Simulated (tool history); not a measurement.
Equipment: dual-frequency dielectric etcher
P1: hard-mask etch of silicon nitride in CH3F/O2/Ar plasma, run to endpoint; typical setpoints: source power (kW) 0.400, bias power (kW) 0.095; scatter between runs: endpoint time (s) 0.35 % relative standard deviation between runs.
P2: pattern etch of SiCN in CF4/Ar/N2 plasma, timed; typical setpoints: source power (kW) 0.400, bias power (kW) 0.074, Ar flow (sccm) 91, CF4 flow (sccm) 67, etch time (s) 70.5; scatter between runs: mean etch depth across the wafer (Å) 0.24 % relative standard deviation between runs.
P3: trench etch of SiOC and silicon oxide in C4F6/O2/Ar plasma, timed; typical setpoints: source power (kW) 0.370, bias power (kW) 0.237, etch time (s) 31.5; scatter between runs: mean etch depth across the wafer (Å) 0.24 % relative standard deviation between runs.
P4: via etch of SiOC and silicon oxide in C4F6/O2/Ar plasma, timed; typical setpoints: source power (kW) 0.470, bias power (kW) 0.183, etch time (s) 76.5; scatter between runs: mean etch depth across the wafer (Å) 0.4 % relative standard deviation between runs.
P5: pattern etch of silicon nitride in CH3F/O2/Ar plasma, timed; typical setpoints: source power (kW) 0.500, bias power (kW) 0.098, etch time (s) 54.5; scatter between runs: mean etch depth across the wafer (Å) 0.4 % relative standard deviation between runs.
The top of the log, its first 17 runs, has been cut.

run    day  process that ran  source power (kW)  bias power (kW)  Ar flow (sccm)  CF4 flow (sccm)  etch time (s)  hours since the last wet clean  hours since the last source power generator calibration  hours since the last bias power generator calibration  endpoint time (s)  mean etch depth across the wafer (Å)
 18  3.675                P3              0.370            0.300                                            31.5                           310.2                                                    618.2                                                  314.5                                                   719.58
 19  3.833                P1              0.400            0.095                                                                           314.0                                                    622.0                                                  318.3             40.331
 20  4.100                P1              0.310            0.095                                                                           320.4                                                    628.4                                                  324.7             44.328
 21  4.304                P1              0.250            0.075                                                                           325.3                                                    633.3                                                  329.6             52.440
 22  4.567                P5              0.670            0.098                                            54.5                           331.6                                                    639.6                                                  335.9                                                   525.43
 23  4.692                P4              0.470            0.183                                            58.5                           334.6                                                    642.6                                                  338.9                                                   736.21
 24  4.912                P2              0.400            0.049              91               67           70.5                           339.9                                                    647.9                                                  344.2                                                   464.23
 25  5.167                P3              0.470            0.237                                            31.5                           346.0                                                    654.0                                                  350.3                                                   724.36
 26  5.317                P1              0.400            0.073                                                                           349.6                                                    657.6                                                  353.9             44.177
 27  5.488                P1              0.400            0.118                                                                           353.7                                                    661.7                                                  358.0             37.277

Run 28 has not been measured yet. What should we expect?
 28  5.679                P2              0.400            0.074              91               54           70.5                           358.3                                                    666.3                                                  362.6                                                        ?

mean etch depth across the wafer (Å): 517.95

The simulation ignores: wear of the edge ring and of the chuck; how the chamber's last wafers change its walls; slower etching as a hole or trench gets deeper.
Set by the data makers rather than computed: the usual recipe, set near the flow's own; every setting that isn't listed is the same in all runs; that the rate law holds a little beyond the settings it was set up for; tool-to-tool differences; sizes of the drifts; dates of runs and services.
